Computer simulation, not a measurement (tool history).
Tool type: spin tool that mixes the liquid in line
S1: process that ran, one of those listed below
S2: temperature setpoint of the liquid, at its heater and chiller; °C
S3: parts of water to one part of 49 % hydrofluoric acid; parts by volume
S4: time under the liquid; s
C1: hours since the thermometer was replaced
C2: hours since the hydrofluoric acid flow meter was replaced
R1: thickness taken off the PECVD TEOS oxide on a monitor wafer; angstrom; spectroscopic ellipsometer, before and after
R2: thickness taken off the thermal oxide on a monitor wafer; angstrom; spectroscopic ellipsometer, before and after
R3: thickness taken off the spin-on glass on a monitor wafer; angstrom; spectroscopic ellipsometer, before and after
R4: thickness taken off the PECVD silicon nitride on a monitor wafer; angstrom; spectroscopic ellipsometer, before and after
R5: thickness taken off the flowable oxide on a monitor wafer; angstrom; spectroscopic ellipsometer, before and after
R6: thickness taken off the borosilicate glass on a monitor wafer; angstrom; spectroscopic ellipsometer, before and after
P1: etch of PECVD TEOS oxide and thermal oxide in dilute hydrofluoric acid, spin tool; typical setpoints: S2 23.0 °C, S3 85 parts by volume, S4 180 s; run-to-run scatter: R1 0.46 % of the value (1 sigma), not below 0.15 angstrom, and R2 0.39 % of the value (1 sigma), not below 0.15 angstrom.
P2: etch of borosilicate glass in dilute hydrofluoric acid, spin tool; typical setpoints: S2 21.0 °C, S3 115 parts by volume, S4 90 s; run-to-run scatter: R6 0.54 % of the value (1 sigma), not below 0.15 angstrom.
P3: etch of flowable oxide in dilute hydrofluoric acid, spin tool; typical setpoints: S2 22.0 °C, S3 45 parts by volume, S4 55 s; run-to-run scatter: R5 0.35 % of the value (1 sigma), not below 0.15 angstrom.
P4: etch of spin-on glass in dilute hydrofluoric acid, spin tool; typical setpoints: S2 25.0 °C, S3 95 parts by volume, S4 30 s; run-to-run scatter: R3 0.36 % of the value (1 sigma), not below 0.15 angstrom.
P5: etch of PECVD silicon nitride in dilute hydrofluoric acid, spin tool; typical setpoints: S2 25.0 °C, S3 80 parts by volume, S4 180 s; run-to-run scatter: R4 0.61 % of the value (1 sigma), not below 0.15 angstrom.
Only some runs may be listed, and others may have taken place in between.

run   hour  S1    S2   S3   S4     C1     C2       R1       R2      R3       R4      R5       R6
  1    3.2  P1  23.0   85  180  211.9  797.0  188.270  102.710
  2    6.5  P1  23.0   85  180  215.2  800.3  185.890  102.490
  3    9.1  P1  23.0  140  180  217.8  802.9  106.670   57.775
  4   13.0  P4  25.0   95   55  221.7  806.8                    400.80
  5   16.4  P1  23.0   85  180  225.1  810.2  187.670  101.980
  6   19.2  P1  23.0   30  180  227.9  813.0  567.340  311.260
  7   21.2  P5  21.0   80  180  229.9  815.0                             30.004
  8   24.8  P1  23.0   85   45  233.5  818.6   46.574   25.708
  9   27.8  P1  23.0   85  180  236.5  821.6  186.010  102.080
 10   31.6  P1  23.0   55   40  240.3  825.4   67.113   36.411
 11   35.1  P4  25.0   95   30  243.8  828.9                    219.33
 12   37.9  P1  23.0   40  305  246.6  831.7  715.610  392.760
      40.8  -- thermometer replaced
 13   41.7  P1  23.0   85  305    0.9  835.5  317.110  174.450
 14   45.4  P3  22.0   45   25    4.6  839.2                                     144.96
 15   48.5  P2  21.0  115   40    7.7  842.3                                              96.596
 16   50.9  P1  17.0   85  180   10.1  844.7  146.890   79.827
 17   55.1  P3  22.0   20   55   14.3  848.9                                     740.67
 18   59.0  P2  21.0  210   90   18.2  852.8                                             107.690
 19   61.8  P3  22.0   45   55   21.0  855.6                                     318.92
 20   65.4  P5  25.0   80  180   24.6  859.2                             40.046
 21   69.5  P5  25.0   20  180   28.7  863.3                            153.960
 22   73.5  P4  25.0  155   30   32.7  867.3                    125.16
 23   75.5  P1  23.0   85  180   34.7  869.3  187.350  102.140
 24   77.7  P5  25.0   80  295   36.9  871.5                             65.399
 25   81.4  P2  21.0  115   90   40.6  875.2                                             218.310
 26   84.0  P3  17.0   45   55   43.2  877.8                                     257.04
 27   88.3  P4  25.0   95   30   47.5  882.1                    220.99
 28   92.4  P4  17.5   95   30   51.6  886.2                    162.73
 29   96.9  P1  29.5   85  180   56.1  890.7  240.250  131.840
 30   98.8  P2  29.0  115   90   58.0  892.6                                             295.630
 31  101.3  P1  23.0   85  180   60.5  895.1  186.130  102.450
 32  105.4  P1  23.0   85  180   64.6  899.2  194.020  105.130
 33  109.8  P1  23.0   85  180   69.0  903.6  196.380  107.350
 34  113.5  P1  23.0   85  180   72.7  907.3  197.780  108.680
 35  115.9  P1  23.0   85  180   75.1  909.7  199.190  108.130
 36  119.9  P1  23.0   85  180   79.1  913.7  199.400  109.740

For run 37, what comes out?
 37  122.5  P1  23.0  85  180  81.7  916.3   ?   ?

{"run 37": {"R1": 200.34, "R2": 109.66}}
